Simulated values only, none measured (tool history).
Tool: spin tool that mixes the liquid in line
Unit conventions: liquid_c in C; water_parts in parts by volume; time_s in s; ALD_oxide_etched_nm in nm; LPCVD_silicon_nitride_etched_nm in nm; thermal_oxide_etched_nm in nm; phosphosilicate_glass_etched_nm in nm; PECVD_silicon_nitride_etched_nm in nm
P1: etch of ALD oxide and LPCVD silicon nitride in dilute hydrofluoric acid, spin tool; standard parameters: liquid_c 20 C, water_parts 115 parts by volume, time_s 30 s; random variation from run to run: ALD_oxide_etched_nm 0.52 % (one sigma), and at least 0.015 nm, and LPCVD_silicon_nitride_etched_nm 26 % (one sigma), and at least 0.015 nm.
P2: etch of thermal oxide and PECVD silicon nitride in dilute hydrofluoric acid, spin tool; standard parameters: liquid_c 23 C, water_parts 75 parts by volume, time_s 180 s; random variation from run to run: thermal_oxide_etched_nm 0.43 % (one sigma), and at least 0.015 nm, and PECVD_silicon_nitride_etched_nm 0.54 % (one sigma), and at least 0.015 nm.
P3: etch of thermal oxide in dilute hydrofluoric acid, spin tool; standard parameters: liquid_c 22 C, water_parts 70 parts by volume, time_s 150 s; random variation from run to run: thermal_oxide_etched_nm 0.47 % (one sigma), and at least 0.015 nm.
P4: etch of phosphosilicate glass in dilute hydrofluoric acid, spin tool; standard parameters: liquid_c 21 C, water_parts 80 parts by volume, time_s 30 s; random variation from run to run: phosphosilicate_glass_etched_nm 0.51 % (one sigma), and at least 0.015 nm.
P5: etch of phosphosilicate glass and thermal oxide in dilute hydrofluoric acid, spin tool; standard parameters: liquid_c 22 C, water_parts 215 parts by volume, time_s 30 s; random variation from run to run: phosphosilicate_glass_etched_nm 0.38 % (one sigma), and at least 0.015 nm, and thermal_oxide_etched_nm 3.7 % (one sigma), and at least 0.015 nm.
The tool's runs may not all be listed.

run   hour  process  liquid_c  water_parts  time_s  ALD_oxide_etched_nm  LPCVD_silicon_nitride_etched_nm  thermal_oxide_etched_nm  phosphosilicate_glass_etched_nm  PECVD_silicon_nitride_etched_nm
  1   17.3       P1        20          115      30               6.8819                          0.08773
  2   31.7       P1        20          115      30                6.834                          0.10847
  3   43.3       P1        20          115      15               3.4316                           0.0807
  4   59.1       P1        20          115      30               6.8702                         0.083647
  5   69.8       P1        20          115      30               6.8405                          0.10042
  6   83.1       P3        22           70     150                                                                          9.058
  7   94.7       P4        17           80      30                                                                                                          21.474
  8  110.5       P1        17          115      30                6.123                         0.083326
  9  124.9       P4        21           80      30                                                                                                          25.101
 10  135.4       P1        20          200      30               3.6415                         0.049985
 11  144.4       P5        27          215      30                                                                        0.66114                           9.0634
 12  157.7       P5        22          215      30                                                                        0.56743                            7.601
 13  168.5       P1        20          115      30               6.8361                         0.059016
 14  186.8       P5        22          370      30                                                                        0.29045                           3.8267
 15  204.6       P1        20           70      30               11.827                           0.1806
 16  222.6       P2        23           75     180                                                                         11.252                                                            12.388
 17  233.7       P1        28          115      30               9.3861                          0.19925
 18  242.9       P1        20          115      60               13.862                         0.070211
 19  260.5       P2        23           25     180                                                                         36.217                                                            36.086
 20  276.3       P5        22          215      30                                                                        0.55402                           7.5449
 21  290.2       P1        24           25      30               41.797                           0.4427
 22  308.3       P3        22           70     150                                                                         9.0695
 23    322       P5        22          215      15                                                                        0.27121                           3.8173
 24  341.1       P4        21           80      15                                                                                                          12.504
 25  352.9       P4        21          145      30                                                                                                          12.953
 26  362.2       P3        22           70     250                                                                         15.202
 27    376       P2        23           75     335                                                                         21.125                                                            22.929
 28  389.1       P1        20          185      45               5.9886                          0.09612
 29  398.3       P3        22           20     150                                                                          33.67
 30  410.5       P1        20          175      15               2.1159                         0.019926

Run 31 has not been measured yet. What should we expect?
 31  422.4       P2      30.5           75     180                                                                              ?                                                                 ?

Run 31 came out at thermal_oxide_etched_nm 15.247 nm, PECVD_silicon_nitride_etched_nm 19.966 nm.

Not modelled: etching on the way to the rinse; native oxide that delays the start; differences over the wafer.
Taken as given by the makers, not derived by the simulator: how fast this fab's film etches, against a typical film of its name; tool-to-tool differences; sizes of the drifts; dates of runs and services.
